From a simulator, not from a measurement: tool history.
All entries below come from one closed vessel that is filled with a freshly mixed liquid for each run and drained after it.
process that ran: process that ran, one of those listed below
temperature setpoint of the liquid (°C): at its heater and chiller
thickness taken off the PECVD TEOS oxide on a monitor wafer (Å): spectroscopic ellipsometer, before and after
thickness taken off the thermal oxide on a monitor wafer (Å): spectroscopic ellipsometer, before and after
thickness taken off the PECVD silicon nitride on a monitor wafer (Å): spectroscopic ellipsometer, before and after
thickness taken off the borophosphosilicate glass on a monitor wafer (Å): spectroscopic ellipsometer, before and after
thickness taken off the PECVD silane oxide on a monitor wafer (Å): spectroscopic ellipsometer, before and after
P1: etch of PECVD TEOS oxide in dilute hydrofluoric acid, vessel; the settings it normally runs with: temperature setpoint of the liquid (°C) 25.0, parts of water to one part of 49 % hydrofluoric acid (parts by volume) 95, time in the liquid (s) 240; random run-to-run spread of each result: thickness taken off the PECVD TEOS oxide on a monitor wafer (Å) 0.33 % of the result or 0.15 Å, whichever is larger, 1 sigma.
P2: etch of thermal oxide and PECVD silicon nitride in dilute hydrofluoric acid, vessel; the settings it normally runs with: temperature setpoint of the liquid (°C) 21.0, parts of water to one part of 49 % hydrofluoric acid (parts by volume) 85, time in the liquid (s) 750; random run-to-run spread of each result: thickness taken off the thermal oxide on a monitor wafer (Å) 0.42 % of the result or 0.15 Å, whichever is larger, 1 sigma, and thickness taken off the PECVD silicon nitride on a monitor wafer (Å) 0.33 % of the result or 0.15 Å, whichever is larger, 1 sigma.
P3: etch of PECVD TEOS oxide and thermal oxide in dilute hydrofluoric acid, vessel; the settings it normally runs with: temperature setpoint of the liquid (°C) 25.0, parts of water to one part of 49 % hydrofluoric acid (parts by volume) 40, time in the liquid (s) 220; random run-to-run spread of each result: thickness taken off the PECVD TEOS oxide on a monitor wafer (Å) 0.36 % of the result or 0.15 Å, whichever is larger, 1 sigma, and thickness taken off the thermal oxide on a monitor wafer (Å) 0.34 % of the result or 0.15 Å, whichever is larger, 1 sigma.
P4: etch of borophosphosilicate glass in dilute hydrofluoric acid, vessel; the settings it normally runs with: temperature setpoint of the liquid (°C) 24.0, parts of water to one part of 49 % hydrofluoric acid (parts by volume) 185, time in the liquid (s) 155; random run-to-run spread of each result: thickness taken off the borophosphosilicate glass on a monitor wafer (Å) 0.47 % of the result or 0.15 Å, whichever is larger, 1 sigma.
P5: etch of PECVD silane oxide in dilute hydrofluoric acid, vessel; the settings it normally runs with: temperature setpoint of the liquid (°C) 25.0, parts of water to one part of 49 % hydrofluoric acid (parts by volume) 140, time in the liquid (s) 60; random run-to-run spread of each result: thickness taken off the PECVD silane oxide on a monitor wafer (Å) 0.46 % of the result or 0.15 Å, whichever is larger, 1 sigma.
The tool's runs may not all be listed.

run   hour  process that ran  temperature setpoint of the liquid (°C)  parts of water to one part of 49 % hydrofluoric acid (parts by volume)  time in the liquid (s)  hours since the thermometer was replaced  hours since the hydrofluoric acid flow meter was replaced  thickness taken off the PECVD TEOS oxide on a monitor wafer (Å)  thickness taken off the thermal oxide on a monitor wafer (Å)  thickness taken off the PECVD silicon nitride on a monitor wafer (Å)  thickness taken off the borophosphosilicate glass on a monitor wafer (Å)  thickness taken off the PECVD silane oxide on a monitor wafer (Å)
  1    7.3                P1                                     25.0                                                                      95                     240                                     363.5                                                     1305.9                                                           514.58
  2   11.4                P3                                     25.0                                                                      40                     390                                     367.6                                                     1310.0                                                           918.19                                                        544.67
  3   17.4                P1                                     25.0                                                                      35                     240                                     373.6                                                     1316.0                                                          1504.50
  4   23.5                P1                                     25.0                                                                      95                     240                                     379.7                                                     1322.1                                                           511.34
  5   29.5                P1                                     19.0                                                                      95                     240                                     385.7                                                     1328.1                                                           402.57
  6   35.3                P2                                     21.0                                                                      85                     750                                     391.5                                                     1333.9                                                                                                                         384.97                                                                413.02
  7   42.3                P1                                     25.0                                                                      95                     240                                     398.5                                                     1340.9                                                           511.98
  8   49.9                P2                                     21.0                                                                      85                    1280                                     406.1                                                     1348.5                                                                                                                         657.96                                                                705.40
      51.4  -- hydrofluoric acid flow meter replaced
  9   54.4                P1                                     25.0                                                                      25                      55                                     410.6                                                        3.1                                                           487.44
 10   60.9                P1                                     25.0                                                                     160                     240                                     417.1                                                        9.6                                                           281.03
 11   67.2                P3                                     25.0                                                                      20                     220                                     423.4                                                       15.9                                                          1067.70                                                        634.97
 12   70.8                P1                                     25.0                                                                      95                     450                                     427.0                                                       19.5                                                           965.19
 13   77.0                P4                                     24.0                                                                     185                     155                                     433.2                                                       25.7                                                                                                                                                                                                                                                                        331.020
 14   84.0                P5                                     25.0                                                                      90                      60                                     440.2                                                       32.7                                                                                                                                                                                                                                                                                                                                           146.450
 15   88.6                P5                                     25.0                                                                     140                      60                                     444.8                                                       37.3                                                                                                                                                                                                                                                                                                                                            89.373
 16   92.9                P1                                     32.0                                                                      45                     240                                     449.1                                                       41.6                                                          1522.60
 17   98.4                P5                                     17.0                                                                     140                      60                                     454.6                                                       47.1                                                                                                                                                                                                                                                                                                                                            64.611
 18  104.7                P2                                     21.0                                                                      40                     750                                     460.9                                                       53.4                                                                                                                         859.01                                                                866.18
 19  109.8                P4                                     24.0                                                                     185                      45                                     466.0                                                       58.5                                                                                                                                                                                                                                                                         95.468
 20  116.9                P2                                     25.0                                                                      85                     750                                     473.1                                                       65.6                                                                                                                         449.39                                                                543.50
 21  123.1                P1                                     25.0                                                                      95                     240                                     479.3                                                       71.8                                                           509.96
 22  129.1                P4                                     24.0                                                                     185                     155                                     485.3                                                       77.8                                                                                                                                                                                                                                                                        330.220
 23  136.7                P4                                     18.5                                                                     185                     155                                     492.9                                                       85.4                                                                                                                                                                                                                                                                        269.940
 24  142.1                P3                                     25.0                                                                      40                     220                                     498.3                                                       90.8                                                           516.84                                                        308.72
 25  149.7                P1                                     25.0                                                                      95                     240                                     505.9                                                       98.4                                                           514.95
 26  154.3                P2                                     21.0                                                                      85                     750                                     510.5                                                      103.0                                                                                                                         383.62                                                                413.94
 27  160.3                P5                                     25.0                                                                     140                     115                                     516.5                                                      109.0                                                                                                                                                                                                                                                                                                                                           171.240
 28  167.8                P1                                     25.0                                                                      95                      30                                     524.0                                                      116.5                                                            63.85
 29  171.8                P1                                     30.5                                                                      95                     240                                     528.0                                                      120.5                                                           629.95
 30  175.6                P3                                     33.0                                                                      40                     220                                     531.8                                                      124.3                                                           712.94                                                        424.96
 31  181.9                P1                                     25.0                                                                      95                     240                                     538.1                                                      130.6                                                           508.77
 32  186.9                P4                                     24.0                                                                      50                     155                                     543.1                                                      135.6                                                                                                                                                                                                                                                                       1430.000
 33  192.6                P1                                     25.0                                                                      95                     240                                     548.8                                                      141.3                                                           512.62
 34  197.0                P1                                     25.0                                                                      95                     240                                     553.2                                                      145.7                                                           524.12
 35  201.7                P1                                     25.0                                                                      95                     240                                     557.9                                                      150.4                                                           527.59
 36  209.0                P1                                     25.0                                                                      95                     240                                     565.2                                                      157.7                                                           535.57
 37  216.4                P1                                     25.0                                                                      95                     240                                     572.6                                                      165.1                                                           544.74
 38  222.0                P1                                     25.0                                                                      95                     240                                     578.2                                                      170.7                                                           543.77
 39  228.8                P1                                     25.0                                                                      95                     240                                     585.0                                                      177.5                                                           544.86
 40  236.2                P1                                     25.0                                                                      95                     240                                     592.4                                                      184.9                                                           545.94
 41  239.8                P1                                     25.0                                                                      95                     240                                     596.0                                                      188.5                                                           550.62
 42  243.8                P1                                     25.0                                                                      95                     240                                     600.0                                                      192.5                                                           550.98

What P1 gives has crept off from where it sat before. The 2 causes that follow fit the log equally well, each at the size noted:
A: hydrofluoric acid flow above the setpoint (%) = 6.07
B: liquid hotter than its thermometer reads (K) = 1.69
Creep in the process output first set in at about hour 192.6.

Question marks stand in for the results of the 4 check runs listed below, each run on one wafer. Under which run would the listed causes show clearly different results?
check 1  247.8                P3                                     33.0                                                                      25                     220                                                                                                                                                                     ?                                                             ?
check 2  247.8                P5                                     25.0                                                                     140                     115                                                                                                                                                                                                                                                                                                                                                                                                                                                      ?
check 3  247.8                P2                                     24.5                                                                      55                     750                                                                                                                                                                                                                                   ?                                                                     ?
check 4  247.8                P4                                     24.0                                                                      60                     155                                                                                                                                                                                                                                                                                                                                                                                   ?

Check results expected under each cause:
  check                                                                    result      if A      if B
check 1           thickness taken off the PECVD TEOS oxide on a monitor wafer (Å)   1245.50   1251.40
check 1              thickness taken off the thermal oxide on a monitor wafer (Å)    741.05    744.58
check 2         thickness taken off the PECVD silane oxide on a monitor wafer (Å)   182.910   182.070
check 3              thickness taken off the thermal oxide on a monitor wafer (Å)    758.62    762.68
check 3      thickness taken off the PECVD silicon nitride on a monitor wafer (Å)    850.50    898.33
check 4  thickness taken off the borophosphosilicate glass on a monitor wafer (Å)  1261.000  1267.500
Gap, in per cent, between the two causes that each check separates least, read from the result that separates them most: check 1 0.47 %; check 2 0.46 %; check 3 5.47 %; check 4 0.52 %
The other checks would show nearly matching results whichever cause is true, so check 3 is the only one that separates the causes.

Here is what check 3 returned: thickness taken off the thermal oxide on a monitor wafer (Å) 756.91; thickness taken off the PECVD silicon nitride on a monitor wafer (Å) 849.90. Which cause is it?

A is the cause: hydrofluoric acid flow above the setpoint (%).

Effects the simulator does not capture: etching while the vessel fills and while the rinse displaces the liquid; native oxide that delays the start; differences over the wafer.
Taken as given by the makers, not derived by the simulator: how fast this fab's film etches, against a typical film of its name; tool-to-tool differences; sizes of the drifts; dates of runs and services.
